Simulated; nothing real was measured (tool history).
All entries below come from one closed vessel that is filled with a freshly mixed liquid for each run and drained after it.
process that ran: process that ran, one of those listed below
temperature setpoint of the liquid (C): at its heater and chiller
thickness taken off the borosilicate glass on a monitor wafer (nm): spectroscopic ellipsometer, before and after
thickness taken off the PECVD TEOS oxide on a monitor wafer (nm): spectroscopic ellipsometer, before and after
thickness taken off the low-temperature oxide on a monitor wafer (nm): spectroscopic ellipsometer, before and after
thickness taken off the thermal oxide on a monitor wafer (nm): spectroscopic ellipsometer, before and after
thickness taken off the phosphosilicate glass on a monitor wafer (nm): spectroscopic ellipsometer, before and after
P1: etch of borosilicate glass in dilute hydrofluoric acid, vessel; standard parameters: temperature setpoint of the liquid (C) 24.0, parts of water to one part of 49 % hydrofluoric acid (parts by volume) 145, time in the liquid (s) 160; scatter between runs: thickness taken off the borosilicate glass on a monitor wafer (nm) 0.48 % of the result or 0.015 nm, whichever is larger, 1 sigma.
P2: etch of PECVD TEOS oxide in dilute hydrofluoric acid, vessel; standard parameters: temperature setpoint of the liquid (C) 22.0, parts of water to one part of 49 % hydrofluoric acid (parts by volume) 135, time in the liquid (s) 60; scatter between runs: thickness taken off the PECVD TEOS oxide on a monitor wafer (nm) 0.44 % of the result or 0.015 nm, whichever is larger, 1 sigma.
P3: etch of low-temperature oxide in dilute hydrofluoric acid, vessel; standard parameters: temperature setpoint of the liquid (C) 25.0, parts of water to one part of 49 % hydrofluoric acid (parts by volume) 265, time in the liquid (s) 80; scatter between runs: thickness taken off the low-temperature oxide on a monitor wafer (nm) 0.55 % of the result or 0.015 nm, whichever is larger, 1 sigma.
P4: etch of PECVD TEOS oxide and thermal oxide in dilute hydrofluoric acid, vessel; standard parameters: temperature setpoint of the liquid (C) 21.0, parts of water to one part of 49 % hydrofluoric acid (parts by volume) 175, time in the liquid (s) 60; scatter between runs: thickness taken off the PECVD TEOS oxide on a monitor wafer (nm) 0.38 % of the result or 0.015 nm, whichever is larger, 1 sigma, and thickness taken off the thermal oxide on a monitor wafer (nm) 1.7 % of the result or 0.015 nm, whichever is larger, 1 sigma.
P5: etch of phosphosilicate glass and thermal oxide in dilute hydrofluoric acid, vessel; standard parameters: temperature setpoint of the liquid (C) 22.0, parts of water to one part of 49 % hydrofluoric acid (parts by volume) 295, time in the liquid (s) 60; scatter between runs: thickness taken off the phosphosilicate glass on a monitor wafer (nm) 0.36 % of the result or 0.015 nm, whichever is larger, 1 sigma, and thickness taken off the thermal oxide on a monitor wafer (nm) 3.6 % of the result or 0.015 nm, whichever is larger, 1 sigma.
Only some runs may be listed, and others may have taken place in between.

run	hour	process that ran	temperature setpoint of the liquid (C)	parts of water to one part of 49 % hydrofluoric acid (parts by volume)	time in the liquid (s)	thickness taken off the borosilicate glass on a monitor wafer (nm)	thickness taken off the PECVD TEOS oxide on a monitor wafer (nm)	thickness taken off the low-temperature oxide on a monitor wafer (nm)	thickness taken off the thermal oxide on a monitor wafer (nm)	thickness taken off the phosphosilicate glass on a monitor wafer (nm)
1	16.1	P1	24.0	145	160	35.240				
2	33.5	P2	29.0	135	60		8.7399			
3	50.5	P1	24.0	145	160	35.401				
4	63.9	P1	24.0	145	160	35.241				
5	83.1	P1	24.0	65	245	133.960				
6	92.1	P3	25.0	265	80			5.1098		
7	106.8	P2	22.0	135	30		3.3747			
8	119.4	P4	21.0	175	60		7.9759		1.35210	
9	131.5	P1	24.0	240	160	19.314				
10	144.2	P1	24.0	145	230	50.659				
11	159.7	P2	22.0	185	60		4.6860			
12	174.1	P3	25.0	480	80			2.2976		
13	189.4	P1	24.0	145	70	15.445				
14	202.9	P5	22.0	295	60				0.67007	22.063
15	216.6	P4	17.0	175	60		6.8621		1.18030	
16	229.6	P5	29.5	295	60				1.00230	28.228
17	242.5	P5	22.0	295	110				1.31910	39.980
# hour 260.3: hydrofluoric acid flow meter replaced
18	260.8	P1	24.0	145	160	35.229				
19	279.8	P2	22.0	135	60		6.7753			
20	298.3	P1	24.0	50	160	115.090				
21	316.8	P1	24.0	145	160	35.175				
22	332.4	P4	21.0	285	60		4.4276		0.68428	
23	347.7	P1	17.0	230	160	15.643				
24	356.2	P5	22.0	295	60				0.69927	22.069
25	375.3	P1	24.0	145	160	35.315				
26	392.1	P5	22.0	45	60				5.94280	187.780
27	410.0	P1	17.0	145	160	26.887				
28	422.0	P3	31.5	265	80			6.4363		
29	435.3	P3	25.0	265	80			5.1524		
30	453.5	P1	28.5	145	160	41.520				
31	469.6	P3	25.0	265	30			1.8748		
32	478.3	P4	21.0	175	90		12.0360		1.95840	
33	491.2	P1	24.0	145	160	35.073				
34	509.2	P1	24.0	145	160	33.653				
35	521.5	P1	24.0	145	160	33.109				
36	538.8	P1	24.0	145	160	32.734				
37	552.2	P1	24.0	145	160	32.450				
38	564.1	P1	24.0	145	160	32.169				
39	582.7	P1	24.0	145	160	32.366				

The log shows P1 creeping away from where it was. Any of the 2 causes listed here, at the size stated for it, fits the log just as well as the others:
A: hydrofluoric acid flow below the setpoint (%) = 7.33
B: liquid colder than its thermometer reads (K) = 2.3
Creep in the process output first set in at about hour 491.2.

The 4 check runs listed below each average the results of 5 wafers, and their outcomes are marked with question marks. Under which run would the listed causes produce clearly different results?
check 1	601.3	P4	17.5	175	60		?		?	
check 2	601.3	P3	25.0	465	80			?		
check 3	601.3	P5	29.5	80	60				?	?
check 4	601.3	P2	28.5	135	35		?			

What every check run would give for each of its results, assuming each possible cause in turn:
check	result	if A	if B
check 1	thickness taken off the PECVD TEOS oxide on a monitor wafer (nm)	6.3693	6.3412
check 1	thickness taken off the thermal oxide on a monitor wafer (nm)	1.06120	1.05650
check 2	thickness taken off the low-temperature oxide on a monitor wafer (nm)	2.1676	2.2434
check 3	thickness taken off the thermal oxide on a monitor wafer (nm)	4.15640	4.14060
check 3	thickness taken off the phosphosilicate glass on a monitor wafer (nm)	125.180	124.710
check 4	thickness taken off the PECVD TEOS oxide on a monitor wafer (nm)	4.6169	4.6349
Per-check spread between the two closest causes, in the result where they differ most: check 1 0.44 %; check 2 3.44 %; check 3 0.38 %; check 4 0.39 %
Check 2 tells the causes apart: in the others they would give nearly the same result.

Then check 2 was run and gave: thickness taken off the low-temperature oxide on a monitor wafer (nm) 2.1805. Which cause is it?

The correct cause is A, namely: hydrofluoric acid flow below the setpoint (%).
